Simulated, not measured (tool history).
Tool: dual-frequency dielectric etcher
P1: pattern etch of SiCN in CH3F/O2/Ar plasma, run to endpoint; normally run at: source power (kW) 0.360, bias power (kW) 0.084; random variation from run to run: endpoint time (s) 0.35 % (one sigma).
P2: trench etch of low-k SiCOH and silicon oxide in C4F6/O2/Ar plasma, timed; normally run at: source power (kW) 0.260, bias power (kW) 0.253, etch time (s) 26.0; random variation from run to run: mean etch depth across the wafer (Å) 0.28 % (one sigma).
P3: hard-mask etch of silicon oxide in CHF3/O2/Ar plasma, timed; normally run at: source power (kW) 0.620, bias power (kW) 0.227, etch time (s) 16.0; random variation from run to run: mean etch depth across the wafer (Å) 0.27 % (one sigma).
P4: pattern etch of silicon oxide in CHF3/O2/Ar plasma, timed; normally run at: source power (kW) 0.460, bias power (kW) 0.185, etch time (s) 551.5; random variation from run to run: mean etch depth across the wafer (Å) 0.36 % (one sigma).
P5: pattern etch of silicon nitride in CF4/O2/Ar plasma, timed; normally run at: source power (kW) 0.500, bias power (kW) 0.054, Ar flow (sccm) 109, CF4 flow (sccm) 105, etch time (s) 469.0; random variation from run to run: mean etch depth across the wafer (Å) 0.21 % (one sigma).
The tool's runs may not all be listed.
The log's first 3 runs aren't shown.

| run | hour | process that ran | source power (kW) | bias power (kW) | etch time (s) | Ar flow (sccm) | CF4 flow (sccm) | endpoint time (s) | mean etch depth across the wafer (Å) |
|---|---|---|---|---|---|---|---|---|---|
| 4 | 39.7 | P4 | 0.650 | 0.185 | 551.5 |  |  |  | 11717.00 |
| 5 | 50.3 | P3 | 0.620 | 0.227 | 21.0 |  |  |  | 468.85 |
| 6 | 59.3 | P4 | 0.460 | 0.185 | 681.5 |  |  |  | 12806.00 |
| 7 | 66.5 | P5 | 0.500 | 0.054 | 469.0 | 109 | 130 |  | 9814.50 |
| 8 | 72.6 | P5 | 0.500 | 0.054 | 258.0 | 109 | 105 |  | 5259.60 |
| 9 | 83.5 | P2 | 0.260 | 0.194 | 26.0 |  |  |  | 682.05 |
| 10 | 94.6 | P4 | 0.460 | 0.185 | 551.5 |  |  |  | 10310.00 |
| 11 | 99.5 | P4 | 0.460 | 0.185 | 551.5 |  |  |  | 10330.00 |
| 12 | 108.0 | P5 | 0.500 | 0.032 | 469.0 | 109 | 105 |  | 7894.50 |
| 13 | 114.6 | P1 | 0.360 | 0.084 |  |  |  | 21.046 |  |
| 14 | 125.5 | P1 | 0.360 | 0.084 |  |  |  | 20.842 |  |
| 15 | 131.4 | P1 | 0.360 | 0.055 |  |  |  | 24.402 |  |
| 16 | 136.4 | P4 | 0.460 | 0.138 | 551.5 |  |  |  | 9354.00 |
| 17 | 141.5 | P1 | 0.360 | 0.084 |  |  |  | 20.843 |  |
| 18 | 150.0 | P1 | 0.360 | 0.084 |  |  |  | 21.061 |  |
| 19 | 155.8 | P2 | 0.170 | 0.253 | 26.0 |  |  |  | 638.12 |
| 20 | 163.1 | P1 | 0.440 | 0.084 |  |  |  | 19.478 |  |

The next listed run, before its measurement:
| 21 | 171.1 | P3 | 0.620 | 0.273 | 16.0 |  |  |  | ? |

mean etch depth across the wafer (Å): 382.82
